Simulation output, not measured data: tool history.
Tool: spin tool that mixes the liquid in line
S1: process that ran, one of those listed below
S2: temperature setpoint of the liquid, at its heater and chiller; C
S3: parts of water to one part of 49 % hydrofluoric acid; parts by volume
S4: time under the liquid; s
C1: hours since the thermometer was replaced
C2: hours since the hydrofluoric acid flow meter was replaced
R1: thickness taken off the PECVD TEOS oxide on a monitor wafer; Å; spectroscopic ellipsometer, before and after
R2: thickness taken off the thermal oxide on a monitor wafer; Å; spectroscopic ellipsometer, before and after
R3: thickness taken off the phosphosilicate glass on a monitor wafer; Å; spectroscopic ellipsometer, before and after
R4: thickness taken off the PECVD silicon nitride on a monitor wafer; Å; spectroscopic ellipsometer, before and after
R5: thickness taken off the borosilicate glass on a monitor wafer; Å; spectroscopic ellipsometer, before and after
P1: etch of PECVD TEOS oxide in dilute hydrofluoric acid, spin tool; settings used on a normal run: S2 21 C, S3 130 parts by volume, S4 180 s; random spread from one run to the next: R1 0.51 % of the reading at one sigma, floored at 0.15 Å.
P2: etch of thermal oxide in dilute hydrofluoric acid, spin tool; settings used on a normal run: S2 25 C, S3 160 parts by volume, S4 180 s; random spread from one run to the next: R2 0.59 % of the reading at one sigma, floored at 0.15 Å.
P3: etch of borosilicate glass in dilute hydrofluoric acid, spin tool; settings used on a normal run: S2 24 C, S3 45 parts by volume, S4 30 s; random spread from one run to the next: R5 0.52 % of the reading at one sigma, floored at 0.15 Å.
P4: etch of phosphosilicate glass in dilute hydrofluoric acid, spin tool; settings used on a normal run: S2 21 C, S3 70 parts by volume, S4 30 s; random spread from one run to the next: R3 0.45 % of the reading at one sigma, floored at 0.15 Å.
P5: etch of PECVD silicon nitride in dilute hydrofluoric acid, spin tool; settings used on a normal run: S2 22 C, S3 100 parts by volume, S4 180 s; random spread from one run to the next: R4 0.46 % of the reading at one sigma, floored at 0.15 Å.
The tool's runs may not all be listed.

run 1 day=0.592 | S1=P1 S2=21 S3=130 S4=180 | C1=197.4 C2=818.9 | R1=156.37
run 2 day=1.129 | S1=P2 S2=25 S3=160 S4=180 | C1=210.3 C2=831.8 | R2=54.717
run 3 day=1.508 | S1=P1 S2=17 S3=130 S4=255 | C1=219.4 C2=840.9 | R1=189.04
run 4 day=2.054 | S1=P1 S2=21 S3=130 S4=180 | C1=232.5 C2=854 | R1=155.99
run 5 day=2.679 | S1=P1 S2=21 S3=130 S4=180 | C1=247.5 C2=869 | R1=156.19
run 6 day=3.154 | S1=P1 S2=21 S3=130 S4=180 | C1=258.9 C2=880.4 | R1=156.63
run 7 day=3.804 | S1=P2 S2=25 S3=160 S4=310 | C1=274.5 C2=896 | R2=93.729
run 8 day=4.312 | S1=P4 S2=21 S3=120 S4=30 | C1=286.7 C2=908.2 | R3=169.15
run 9 day=5.017 | S1=P5 S2=22 S3=100 S4=180 | C1=303.6 C2=925.1 | R4=50.867
run 10 day=5.596 | S1=P5 S2=28.5 S3=100 S4=180 | C1=317.5 C2=939 | R4=77.267
run 11 day=6.108 | S1=P1 S2=17 S3=130 S4=180 | C1=329.8 C2=951.3 | R1=130.83
run 12 day=6.717 | S1=P1 S2=21 S3=130 S4=180 | C1=344.4 C2=965.9 | R1=157.52
run 13 day=7.05 | S1=P2 S2=25 S3=160 S4=180 | C1=352.4 C2=973.9 | R2=54.489
run 14 day=7.683 | S1=P1 S2=21 S3=130 S4=180 | C1=367.6 C2=989.1 | R1=156.47
run 15 day=8.012 | S1=P4 S2=21 S3=70 S4=30 | C1=375.5 C2=997 | R3=307.83
run 16 day=8.654 | S1=P3 S2=24 S3=45 S4=30 | C1=390.9 C2=1012.4 | R5=142.14
run 17 day=9.388 | S1=P5 S2=22 S3=100 S4=15 | C1=408.5 C2=1030 | R4=4.0804
run 18 day=9.771 | S1=P1 S2=21 S3=130 S4=285 | C1=417.7 C2=1039.2 | R1=245.41
run 19 day=10.367 | S1=P2 S2=30.5 S3=160 S4=180 | C1=432 C2=1053.5 | R2=66.731
-- day=10.521 hydrofluoric acid flow meter replaced
run 20 day=10.792 | S1=P3 S2=24 S3=45 S4=15 | C1=442.2 C2=6.5 | R5=70.974
run 21 day=11.35 | S1=P4 S2=27.5 S3=70 S4=30 | C1=455.6 C2=19.9 | R3=397.89
run 22 day=11.95 | S1=P1 S2=21 S3=200 S4=180 | C1=470 C2=34.3 | R1=94.263
run 23 day=12.45 | S1=P1 S2=28.5 S3=130 S4=15 | C1=482 C2=46.3 | R1=17.201
run 24 day=12.829 | S1=P3 S2=24 S3=25 S4=30 | C1=491.1 C2=55.4 | R5=261.86
run 25 day=13.571 | S1=P3 S2=29 S3=45 S4=30 | C1=508.9 C2=73.2 | R5=173.71
run 26 day=13.971 | S1=P1 S2=21 S3=130 S4=95 | C1=518.5 C2=82.8 | R1=81.841
run 27 day=14.55 | S1=P1 S2=21 S3=130 S4=180 | C1=532.4 C2=96.7 | R1=155.19
run 28 day=15.204 | S1=P1 S2=25.5 S3=130 S4=180 | C1=548.1 C2=112.4 | R1=187.27
run 29 day=15.633 | S1=P5 S2=22 S3=180 S4=180 | C1=558.4 C2=122.7 | R4=28.369
run 30 day=16.025 | S1=P1 S2=21 S3=70 S4=265 | C1=567.8 C2=132.1 | R1=454.41
run 31 day=16.596 | S1=P2 S2=25 S3=240 S4=180 | C1=581.5 C2=145.8 | R2=33.473
run 32 day=17.062 | S1=P1 S2=21 S3=30 S4=180 | C1=592.7 C2=157 | R1=757.48
run 33 day=17.521 | S1=P4 S2=21 S3=70 S4=15 | C1=603.7 C2=168 | R3=152.17
run 34 day=18.088 | S1=P1 S2=21 S3=130 S4=180 | C1=617.3 C2=181.6 | R1=157.1
run 35 day=18.679 | S1=P1 S2=21 S3=130 S4=180 | C1=631.5 C2=195.8 | R1=152.9
run 36 day=19.258 | S1=P1 S2=21 S3=130 S4=180 | C1=645.4 C2=209.7 | R1=150.2
run 37 day=19.696 | S1=P1 S2=21 S3=130 S4=180 | C1=655.9 C2=220.2 | R1=150.05
run 38 day=20.038 | S1=P1 S2=21 S3=130 S4=180 | C1=664.1 C2=228.4 | R1=148.83
run 39 day=20.742 | S1=P1 S2=21 S3=130 S4=180 | C1=681 C2=245.3 | R1=148.15
run 40 day=21.288 | S1=P1 S2=21 S3=130 S4=180 | C1=694.1 C2=258.4 | R1=148.53
run 41 day=21.988 | S1=P1 S2=21 S3=130 S4=180 | C1=710.9 C2=275.2 | R1=146.18
run 42 day=22.471 | S1=P1 S2=21 S3=130 S4=180 | C1=722.5 C2=286.8 | R1=147.18
run 43 day=22.833 | S1=P1 S2=21 S3=130 S4=180 | C1=731.2 C2=295.5 | R1=148.57
run 44 day=23.438 | S1=P1 S2=21 S3=130 S4=180 | C1=745.7 C2=310 | R1=146.74

The output of P1 has drifted from where it used to be. Each of the 2 causes below, taken at the size shown beside it, accounts for the log equally well:
A: hydrofluoric acid flow below the setpoint (%) = 5.32
B: liquid colder than its thermometer reads (K) = 1.56
The drift started at roughly day 18.088.

Listed below are the offered check runs, one wafer per run, with question marks in place of results. For which of them would the causes give clearly different outcomes?
run check 1 day=24.042 | S1=P4 S2=21 S3=70 S4=30 | R3=?
run check 2 day=24.042 | S1=P3 S2=24 S3=45 S4=30 | R5=?
run check 3 day=24.042 | S1=P2 S2=25 S3=160 S4=180 | R2=?
run check 4 day=24.042 | S1=P5 S2=22 S3=100 S4=180 | R4=?

Expected result of each check under each candidate cause:
check=check_1 result=R3 if_A=288.41 if_B=286.71
check=check_2 result=R5 if_A=133.82 if_B=132.92
check=check_3 result=R2 if_A=51.286 if_B=51.589
check=check_4 result=R4 if_A=47.923 if_B=45.518
Minimum pairwise separation of causes per check, each pair taken at its best-separating result: check 1 0.59 %; check 2 0.68 %; check 3 0.59 %; check 4 5.15 %
Check 4 distinguishes between the causes, while the remaining checks would return nearly the same result for all of them.

Then check 4 was run and gave: R4 47.999 Å. Which cause is it?

The correct cause is A, namely: hydrofluoric acid flow below the setpoint (%).
